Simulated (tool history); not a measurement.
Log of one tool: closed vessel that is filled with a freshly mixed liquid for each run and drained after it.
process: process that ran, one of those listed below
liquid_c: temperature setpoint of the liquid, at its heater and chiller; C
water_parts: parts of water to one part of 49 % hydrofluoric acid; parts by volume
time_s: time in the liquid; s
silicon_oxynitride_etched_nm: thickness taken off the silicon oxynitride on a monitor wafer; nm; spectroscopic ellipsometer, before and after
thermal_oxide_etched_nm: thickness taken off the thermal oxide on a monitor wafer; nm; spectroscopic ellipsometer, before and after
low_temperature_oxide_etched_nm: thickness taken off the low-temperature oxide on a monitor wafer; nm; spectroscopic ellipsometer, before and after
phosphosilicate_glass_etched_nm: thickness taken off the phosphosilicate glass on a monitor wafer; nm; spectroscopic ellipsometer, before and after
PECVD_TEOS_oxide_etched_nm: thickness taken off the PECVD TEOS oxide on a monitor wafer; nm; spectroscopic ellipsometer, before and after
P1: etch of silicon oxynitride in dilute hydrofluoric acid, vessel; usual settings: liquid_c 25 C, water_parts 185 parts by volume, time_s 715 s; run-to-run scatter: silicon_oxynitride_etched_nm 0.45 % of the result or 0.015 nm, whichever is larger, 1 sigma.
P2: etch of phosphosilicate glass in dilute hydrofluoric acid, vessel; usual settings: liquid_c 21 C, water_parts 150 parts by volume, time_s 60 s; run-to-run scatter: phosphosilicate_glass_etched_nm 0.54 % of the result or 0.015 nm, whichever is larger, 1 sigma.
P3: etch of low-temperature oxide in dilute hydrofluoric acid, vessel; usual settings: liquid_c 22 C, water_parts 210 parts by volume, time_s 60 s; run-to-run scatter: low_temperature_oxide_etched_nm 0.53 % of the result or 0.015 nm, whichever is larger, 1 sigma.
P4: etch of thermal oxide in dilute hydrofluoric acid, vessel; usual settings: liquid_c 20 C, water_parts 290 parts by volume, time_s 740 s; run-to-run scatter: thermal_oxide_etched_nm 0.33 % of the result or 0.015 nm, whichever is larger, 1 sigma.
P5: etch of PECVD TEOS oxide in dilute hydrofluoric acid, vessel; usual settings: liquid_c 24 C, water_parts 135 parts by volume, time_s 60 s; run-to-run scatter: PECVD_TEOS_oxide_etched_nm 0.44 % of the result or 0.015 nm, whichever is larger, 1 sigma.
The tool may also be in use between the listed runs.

run,hour,process,liquid_c,water_parts,time_s,hours since the thermometer was replaced,hours since the hydrofluoric acid flow meter was replaced,silicon_oxynitride_etched_nm,thermal_oxide_etched_nm,low_temperature_oxide_etched_nm,phosphosilicate_glass_etched_nm,PECVD_TEOS_oxide_etched_nm
1,7.7,P1,25,185,715,1676.4,753.6,18.06,,,,
2,15.6,P4,27.5,290,740,1684.3,761.5,,10.929,,,
3,23,P1,30,185,715,1691.7,768.9,22.388,,,,
4,33,P1,32.5,185,1375,1701.7,778.9,47.485,,,,
5,38.7,P4,20,290,30,1707.4,784.6,,0.35232,,,
6,45.4,P3,17,210,60,1714.1,791.3,,,6.2738,,
7,50.8,P1,25,185,235,1719.5,796.7,5.8886,,,,
8,55.7,P4,20,450,740,1724.4,801.6,,4.7157,,,
9,65.6,P2,17,150,60,1734.3,811.5,,,,20.624,
10,75,P5,24,135,120,1743.7,820.9,,,,,15.493
11,85.4,P1,25,315,715,1754.1,831.3,9.5077,,,,
12,90.8,P5,24,135,60,1759.5,836.7,,,,,7.681
13,98.2,P1,32,60,715,1766.9,844.1,85.112,,,,
14,107.6,P3,22,210,105,1776.3,853.5,,,13.149,,
15,113.6,P1,25,185,715,1782.3,859.5,17.958,,,,
16,120.9,P5,18,135,60,1789.6,866.8,,,,,6.0841
17,128.4,P5,24,20,60,1797.1,874.3,,,,,60.659
18,136.1,P1,25,185,715,1804.8,882,17.976,,,,
19,146.2,P1,25,185,715,1814.9,892.1,17.978,,,,
20,155.3,P1,25,185,715,1824,901.2,17.918,,,,
21,162.6,P2,21,150,60,1831.3,908.5,,,,24.344,
22,168.6,P1,25,185,715,1837.3,914.5,17.953,,,,
23,173.8,P2,21,90,60,1842.5,919.7,,,,43.467,
24,181.8,P3,22,295,60,1850.5,927.7,,,4.9145,,
25,189.3,P1,19,185,50,1858,935.2,0.95633,,,,
26,193.8,P1,25,185,1300,1862.5,939.7,32.723,,,,
27,200.8,P4,20,290,740,1869.5,946.7,,8.4058,,,
28,205.4,P1,19,185,715,1874.1,951.3,13.671,,,,
29,214,P1,25,100,715,1882.7,959.9,35.552,,,,
30,220,P3,22,210,60,1888.7,965.9,,,7.5459,,
31,228.1,P2,21,150,110,1896.8,974,,,,43.919,
32,235.7,P1,25,185,715,1904.4,981.6,18.02,,,,
33,242.1,P1,25,185,715,1910.8,988,18.397,,,,
34,246.9,P1,25,185,715,1915.6,992.8,18.839,,,,
35,251.5,P1,25,185,715,1920.2,997.4,18.829,,,,
36,257.3,P1,25,185,715,1926,1003.2,19.069,,,,
37,265.5,P1,25,185,715,1934.2,1011.4,19.173,,,,
38,273,P1,25,185,715,1941.7,1018.9,19.205,,,,
39,279.6,P1,25,185,715,1948.3,1025.5,19.025,,,,

What P1 gives has crept away from where it was. These 2 causes fit the log equally well, each at the size given:
A: liquid hotter than its thermometer reads (K) = 1.46
B: hydrofluoric acid flow above the setpoint (%) = 5.78
The creep began at about hour 235.7.

4 check runs are offered, one wafer each, their results left as question marks. Which one tells the causes apart?
check 1,286.2,P4,27,415,740,,,,?,,,
check 2,286.2,P2,17,150,60,,,,,,?,
check 3,286.2,P5,20,35,60,,,,,,,?
check 4,286.2,P3,17,210,85,,,,,?,,

What each check would give under each cause:
check,result,if A,if B
check 1,thermal_oxide_etched_nm,6.9236,7.1519
check 2,phosphosilicate_glass_etched_nm,21.918,22.023
check 3,PECVD_TEOS_oxide_etched_nm,30.557,30.438
check 4,low_temperature_oxide_etched_nm,9.3902,9.4766
How far apart the two closest causes lie, in the result that separates them most: check 1 3.24 %; check 2 0.48 %; check 3 0.39 %; check 4 0.92 %
Only check 1 tells the causes apart: in the others they would give nearly the same result.

Check 1 was then run and gave: thermal_oxide_etched_nm 6.9337 nm. Which cause is it?

It is A: liquid hotter than its thermometer reads (K).
